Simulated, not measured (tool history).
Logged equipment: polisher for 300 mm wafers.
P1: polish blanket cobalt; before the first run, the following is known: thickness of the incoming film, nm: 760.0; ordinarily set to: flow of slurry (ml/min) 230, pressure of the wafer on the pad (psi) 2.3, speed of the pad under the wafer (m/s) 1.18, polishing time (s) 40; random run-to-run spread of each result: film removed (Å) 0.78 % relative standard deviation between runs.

run    day  flow of slurry (ml/min)  pressure of the wafer on the pad (psi)  speed of the pad under the wafer (m/s)  polishing time (s)  film removed (Å)
  1  0.300                      230                                     2.3                                    1.18                  40            2930.8
  2  0.796                      230                                     2.3                                    1.18                  26            1938.4
  3  1.162                      230                                     2.3                                    1.18                  40            2987.4
  4  1.562                      230                                     2.3                                    1.18                  62            4589.9
  5  1.942                      300                                     2.3                                    1.18                  60            4609.1
  6  2.271                      335                                     2.3                                    1.18                  40            3105.1
  7  2.742                      230                                     2.3                                    0.60                  40            1524.6
  8  2.962                      230                                     2.3                                    1.18                  40            2961.6
  9  3.362                      230                                     3.4                                    1.18                  40            4421.7
 10  3.721                      230                                     2.3                                    1.18                  40            2956.8
 11  4.179                      230                                     1.6                                    1.18                  40            2066.1
 12  4.538                      230                                     2.3                                    1.18                  40            2961.3
 13  4.783                      230                                     2.3                                    1.54                  40            3906.1
 14  5.058                      230                                     2.3                                    1.18                  40            2957.6
 15  5.462                      140                                     2.3                                    1.18                  40            2759.1
 16  5.929                      230                                     2.3                                    1.18                  40            2994.9
 17  6.388                      230                                     2.3                                    1.18                  40            2908.7
 18  6.767                      230                                     2.3                                    1.18                  40            2866.1

Forecast run 19:
 19  7.112                      230                                     2.3                                    1.18                  40                 ?

Logged for run 19: film removed (Å) 2769.2.

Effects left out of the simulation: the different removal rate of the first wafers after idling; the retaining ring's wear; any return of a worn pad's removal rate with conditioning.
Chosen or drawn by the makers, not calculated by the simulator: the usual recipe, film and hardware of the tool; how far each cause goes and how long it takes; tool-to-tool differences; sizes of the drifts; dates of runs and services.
